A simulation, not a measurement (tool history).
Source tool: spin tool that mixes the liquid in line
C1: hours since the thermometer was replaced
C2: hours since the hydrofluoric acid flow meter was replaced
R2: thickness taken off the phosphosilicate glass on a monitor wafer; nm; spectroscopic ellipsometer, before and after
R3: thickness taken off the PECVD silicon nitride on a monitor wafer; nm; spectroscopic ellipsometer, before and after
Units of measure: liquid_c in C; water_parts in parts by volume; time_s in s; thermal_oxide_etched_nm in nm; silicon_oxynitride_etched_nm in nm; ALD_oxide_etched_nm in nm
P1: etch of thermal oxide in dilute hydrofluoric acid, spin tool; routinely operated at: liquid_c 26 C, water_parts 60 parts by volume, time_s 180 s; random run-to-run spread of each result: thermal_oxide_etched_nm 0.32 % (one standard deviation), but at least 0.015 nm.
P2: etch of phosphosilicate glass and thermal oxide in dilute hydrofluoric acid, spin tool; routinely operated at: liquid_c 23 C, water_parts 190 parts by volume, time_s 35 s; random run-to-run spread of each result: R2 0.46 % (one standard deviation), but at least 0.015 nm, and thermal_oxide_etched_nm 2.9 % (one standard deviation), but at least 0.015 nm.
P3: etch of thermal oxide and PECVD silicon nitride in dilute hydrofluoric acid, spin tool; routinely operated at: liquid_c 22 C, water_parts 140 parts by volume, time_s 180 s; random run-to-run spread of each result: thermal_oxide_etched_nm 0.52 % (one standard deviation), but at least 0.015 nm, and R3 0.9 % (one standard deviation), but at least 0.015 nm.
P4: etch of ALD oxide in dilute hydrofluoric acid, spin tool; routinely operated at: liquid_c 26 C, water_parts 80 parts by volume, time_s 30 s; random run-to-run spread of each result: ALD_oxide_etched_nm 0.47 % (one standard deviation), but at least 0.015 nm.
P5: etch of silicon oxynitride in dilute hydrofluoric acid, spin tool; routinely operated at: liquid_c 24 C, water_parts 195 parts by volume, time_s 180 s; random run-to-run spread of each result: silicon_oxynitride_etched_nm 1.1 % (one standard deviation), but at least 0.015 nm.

run 1 hour=3.5 | process=P1 liquid_c=26 water_parts=60 time_s=180 | C1=1650.3 C2=144.2 | thermal_oxide_etched_nm=16.23
run 2 hour=7.2 | process=P1 liquid_c=26 water_parts=60 time_s=180 | C1=1654 C2=147.9 | thermal_oxide_etched_nm=16.261
run 3 hour=10.2 | process=P2 liquid_c=23 water_parts=190 time_s=35 | C1=1657 C2=150.9 | thermal_oxide_etched_nm=0.72665 R2=18.454
run 4 hour=14.5 | process=P3 liquid_c=22 water_parts=55 time_s=180 | C1=1661.3 C2=155.2 | thermal_oxide_etched_nm=14.854 R3=7.1734
run 5 hour=18.4 | process=P1 liquid_c=26 water_parts=90 time_s=180 | C1=1665.2 C2=159.1 | thermal_oxide_etched_nm=10.414
run 6 hour=20.8 | process=P5 liquid_c=24 water_parts=280 time_s=180 | C1=1667.6 C2=161.5 | silicon_oxynitride_etched_nm=1.3335
run 7 hour=24 | process=P3 liquid_c=22 water_parts=140 time_s=180 | C1=1670.8 C2=164.7 | thermal_oxide_etched_nm=5.2845 R3=2.8647
run 8 hour=28 | process=P4 liquid_c=26 water_parts=80 time_s=30 | C1=1674.8 C2=168.7 | ALD_oxide_etched_nm=5.2887
run 9 hour=32.4 | process=P1 liquid_c=30.5 water_parts=60 time_s=180 | C1=1679.2 C2=173.1 | thermal_oxide_etched_nm=19.461
run 10 hour=34.3 | process=P2 liquid_c=17 water_parts=190 time_s=35 | C1=1681.1 C2=175 | thermal_oxide_etched_nm=0.59853 R2=14.62
run 11 hour=38.7 | process=P3 liquid_c=22 water_parts=140 time_s=15 | C1=1685.5 C2=179.4 | thermal_oxide_etched_nm=0.44808 R3=0.23457
run 12 hour=41.4 | process=P2 liquid_c=23 water_parts=190 time_s=50 | C1=1688.2 C2=182.1 | thermal_oxide_etched_nm=1.0569 R2=26.442
run 13 hour=44.4 | process=P1 liquid_c=26 water_parts=60 time_s=15 | C1=1691.2 C2=185.1 | thermal_oxide_etched_nm=1.3867
run 14 hour=48.7 | process=P5 liquid_c=24 water_parts=195 time_s=180 | C1=1695.5 C2=189.4 | silicon_oxynitride_etched_nm=1.983
run 15 hour=51.3 | process=P2 liquid_c=23 water_parts=95 time_s=35 | C1=1698.1 C2=192 | thermal_oxide_etched_nm=1.6365 R2=41.153
run 16 hour=54.4 | process=P1 liquid_c=26 water_parts=60 time_s=180 | C1=1701.2 C2=195.1 | thermal_oxide_etched_nm=16.258
run 17 hour=57.4 | process=P5 liquid_c=29 water_parts=195 time_s=180 | C1=1704.2 C2=198.1 | silicon_oxynitride_etched_nm=2.4832
run 18 hour=59.7 | process=P4 liquid_c=26 water_parts=140 time_s=30 | C1=1706.5 C2=200.4 | ALD_oxide_etched_nm=2.799
run 19 hour=62.2 | process=P2 liquid_c=23 water_parts=190 time_s=35 | C1=1709 C2=202.9 | thermal_oxide_etched_nm=0.73852 R2=18.403
run 20 hour=65.5 | process=P5 liquid_c=24 water_parts=195 time_s=180 | C1=1712.3 C2=206.2 | silicon_oxynitride_etched_nm=1.9278
run 21 hour=69.1 | process=P1 liquid_c=26 water_parts=25 time_s=180 | C1=1715.9 C2=209.8 | thermal_oxide_etched_nm=40.883
run 22 hour=72.8 | process=P3 liquid_c=26.5 water_parts=140 time_s=180 | C1=1719.6 C2=213.5 | thermal_oxide_etched_nm=6.2923 R3=3.8036
run 23 hour=76.4 | process=P3 liquid_c=22 water_parts=140 time_s=180 | C1=1723.2 C2=217.1 | thermal_oxide_etched_nm=5.3044 R3=2.8233
run 24 hour=80.1 | process=P1 liquid_c=26 water_parts=60 time_s=180 | C1=1726.9 C2=220.8 | thermal_oxide_etched_nm=16.206
run 25 hour=84.6 | process=P1 liquid_c=26 water_parts=60 time_s=340 | C1=1731.4 C2=225.3 | thermal_oxide_etched_nm=30.627
run 26 hour=87.4 | process=P5 liquid_c=24 water_parts=195 time_s=60 | C1=1734.2 C2=228.1 | silicon_oxynitride_etched_nm=0.67975
run 27 hour=90.8 | process=P1 liquid_c=19 water_parts=60 time_s=180 | C1=1737.6 C2=231.5 | thermal_oxide_etched_nm=12.147
run 28 hour=93.9 | process=P1 liquid_c=26 water_parts=90 time_s=300 | C1=1740.7 C2=234.6 | thermal_oxide_etched_nm=17.33
run 29 hour=97.4 | process=P4 liquid_c=26 water_parts=80 time_s=30 | C1=1744.2 C2=238.1 | ALD_oxide_etched_nm=5.2986
run 30 hour=99.5 | process=P4 liquid_c=26 water_parts=80 time_s=15 | C1=1746.3 C2=240.2 | ALD_oxide_etched_nm=2.6614
run 31 hour=102.2 | process=P1 liquid_c=26 water_parts=60 time_s=180 | C1=1749 C2=242.9 | thermal_oxide_etched_nm=16.228
run 32 hour=106.1 | process=P1 liquid_c=26 water_parts=60 time_s=180 | C1=1752.9 C2=246.8 | thermal_oxide_etched_nm=16.229
run 33 hour=110.3 | process=P4 liquid_c=18 water_parts=80 time_s=30 | C1=1757.1 C2=251 | ALD_oxide_etched_nm=3.8302
run 34 hour=113 | process=P1 liquid_c=26 water_parts=60 time_s=180 | C1=1759.8 C2=253.7 | thermal_oxide_etched_nm=16.274
run 35 hour=117.2 | process=P1 liquid_c=26 water_parts=60 time_s=180 | C1=1764 C2=257.9 | thermal_oxide_etched_nm=15.562
run 36 hour=121.5 | process=P1 liquid_c=26 water_parts=60 time_s=180 | C1=1768.3 C2=262.2 | thermal_oxide_etched_nm=15.168
run 37 hour=124.3 | process=P1 liquid_c=26 water_parts=60 time_s=180 | C1=1771.1 C2=265 | thermal_oxide_etched_nm=15.051
run 38 hour=128.7 | process=P1 liquid_c=26 water_parts=60 time_s=180 | C1=1775.5 C2=269.4 | thermal_oxide_etched_nm=15.049
run 39 hour=131 | process=P1 liquid_c=26 water_parts=60 time_s=180 | C1=1777.8 C2=271.7 | thermal_oxide_etched_nm=14.914
run 40 hour=134 | process=P1 liquid_c=26 water_parts=60 time_s=180 | C1=1780.8 C2=274.7 | thermal_oxide_etched_nm=14.981
run 41 hour=138.3 | process=P1 liquid_c=26 water_parts=60 time_s=180 | C1=1785.1 C2=279 | thermal_oxide_etched_nm=14.973

P1 no longer gives what it gave before; its output has crept away from where it was. The following 2 causes, each at its listed size, fit the log equally well:
A: liquid colder than its thermometer reads (K) = 2.12
B: hydrofluoric acid flow below the setpoint (%) = 7.6
The drift started at roughly hour 113.

The list below offers 4 check runs, each averaging the results of 2 wafers, and shows each result as a question mark. For which of them would the listed causes give clearly different results?
run check 1 hour=142.6 | process=P4 liquid_c=19 water_parts=115 time_s=30 | ALD_oxide_etched_nm=?
run check 2 hour=142.6 | process=P5 liquid_c=27 water_parts=195 time_s=180 | silicon_oxynitride_etched_nm=?
run check 3 hour=142.6 | process=P2 liquid_c=17 water_parts=190 time_s=50 | thermal_oxide_etched_nm=? R2=?
run check 4 hour=142.6 | process=P3 liquid_c=26 water_parts=85 time_s=180 | thermal_oxide_etched_nm=? R3=?

If the cause were each of the candidates in turn, the checks would give the following:
check=check_1 result=ALD_oxide_etched_nm if_A=2.4441 if_B=2.4412
check=check_2 result=silicon_oxynitride_etched_nm if_A=2.0335 if_B=2.035
check=check_3 result=thermal_oxide_etched_nm if_A=0.77968 if_B=0.77391
check=check_3 result=R2 if_A=19.152 if_B=19.01
check=check_4 result=thermal_oxide_etched_nm if_A=9.9829 if_B=9.9434
check=check_4 result=R3 if_A=5.2902 if_B=5.6243
Distance between the nearest two causes, measured in the result of the check that separates them most: check 1 0.12 %; check 2 0.07 %; check 3 0.74 %; check 4 6.12 %
Of the check runs offered, only check 4 discriminates between the causes; the rest would read about the same regardless of which cause applies.

After running check 4, the following was obtained: thermal_oxide_etched_nm 9.9263 nm; R3 5.6673 nm. Which cause does this point to?

B is the cause: hydrofluoric acid flow below the setpoint (%).
